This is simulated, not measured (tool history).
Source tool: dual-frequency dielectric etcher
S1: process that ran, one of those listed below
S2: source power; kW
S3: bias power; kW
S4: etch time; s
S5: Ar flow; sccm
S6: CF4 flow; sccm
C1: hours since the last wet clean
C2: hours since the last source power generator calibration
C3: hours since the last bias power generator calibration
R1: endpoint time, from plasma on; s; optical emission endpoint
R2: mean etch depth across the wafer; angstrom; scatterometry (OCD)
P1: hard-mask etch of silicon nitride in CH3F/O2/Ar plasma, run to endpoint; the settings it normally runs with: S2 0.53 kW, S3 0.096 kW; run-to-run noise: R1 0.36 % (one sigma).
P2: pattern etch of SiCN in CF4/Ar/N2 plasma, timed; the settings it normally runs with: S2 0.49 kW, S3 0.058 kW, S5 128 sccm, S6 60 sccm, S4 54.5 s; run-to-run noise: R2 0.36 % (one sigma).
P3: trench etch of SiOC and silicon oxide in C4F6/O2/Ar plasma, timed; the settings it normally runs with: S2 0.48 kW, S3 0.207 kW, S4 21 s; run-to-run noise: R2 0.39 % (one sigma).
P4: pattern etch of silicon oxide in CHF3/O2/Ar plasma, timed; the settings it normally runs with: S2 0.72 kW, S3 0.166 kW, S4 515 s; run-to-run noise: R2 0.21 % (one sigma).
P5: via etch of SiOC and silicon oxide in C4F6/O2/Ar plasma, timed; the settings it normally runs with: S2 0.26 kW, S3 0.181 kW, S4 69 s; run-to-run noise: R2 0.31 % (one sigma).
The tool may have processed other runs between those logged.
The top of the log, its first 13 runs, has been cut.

run 14 hour=143.7 | S1=P3 S2=0.48 S3=0.207 S4=21 | C1=399 C2=1163.9 C3=1209.9 | R2=471.77
run 15 hour=155.7 | S1=P2 S2=0.49 S3=0.058 S4=54.5 S5=128 S6=60 | C1=411 C2=1175.9 C3=1221.9 | R2=437.76
run 16 hour=170.5 | S1=P1 S2=0.4 S3=0.096 | C1=425.8 C2=1190.7 C3=1236.7 | R1=71.153
-- hour=176.5 source power generator calibrated
run 17 hour=185.3 | S1=P1 S2=0.53 S3=0.096 | C1=440.6 C2=8.9 C3=1251.5 | R1=64.225
run 18 hour=197 | S1=P1 S2=0.53 S3=0.096 | C1=452.3 C2=20.6 C3=1263.2 | R1=64.019
run 19 hour=204.6 | S1=P2 S2=0.49 S3=0.058 S4=73.5 S5=128 S6=60 | C1=459.9 C2=28.2 C3=1270.8 | R2=592.77
run 20 hour=215.5 | S1=P1 S2=0.53 S3=0.096 | C1=470.8 C2=39.1 C3=1281.7 | R1=64.076
run 21 hour=225.4 | S1=P1 S2=0.53 S3=0.096 | C1=480.7 C2=49 C3=1291.6 | R1=64.415
run 22 hour=239.7 | S1=P5 S2=0.26 S3=0.123 S4=69 | C1=495 C2=63.3 C3=1305.9 | R2=587.92
run 23 hour=249.5 | S1=P4 S2=0.72 S3=0.166 S4=515 | C1=504.8 C2=73.1 C3=1315.7 | R2=10617
run 24 hour=265 | S1=P1 S2=0.63 S3=0.096 | C1=520.3 C2=88.6 C3=1331.2 | R1=60.074
run 25 hour=277.4 | S1=P3 S2=0.67 S3=0.207 S4=21 | C1=532.7 C2=101 C3=1343.6 | R2=539.21
run 26 hour=290.4 | S1=P2 S2=0.49 S3=0.058 S4=54.5 S5=153 S6=60 | C1=545.7 C2=114 C3=1356.6 | R2=425.62
run 27 hour=300.1 | S1=P3 S2=0.48 S3=0.207 S4=12.5 | C1=555.4 C2=123.7 C3=1366.3 | R2=278.71

What will run 28 give?
run 28 hour=307.4 | S1=P2 S2=0.49 S3=0.058 S4=54.5 S5=128 S6=60 | C1=562.7 C2=131 C3=1373.6 | R2=?

For run 28 the tool returned R2 437.67 angstrom.

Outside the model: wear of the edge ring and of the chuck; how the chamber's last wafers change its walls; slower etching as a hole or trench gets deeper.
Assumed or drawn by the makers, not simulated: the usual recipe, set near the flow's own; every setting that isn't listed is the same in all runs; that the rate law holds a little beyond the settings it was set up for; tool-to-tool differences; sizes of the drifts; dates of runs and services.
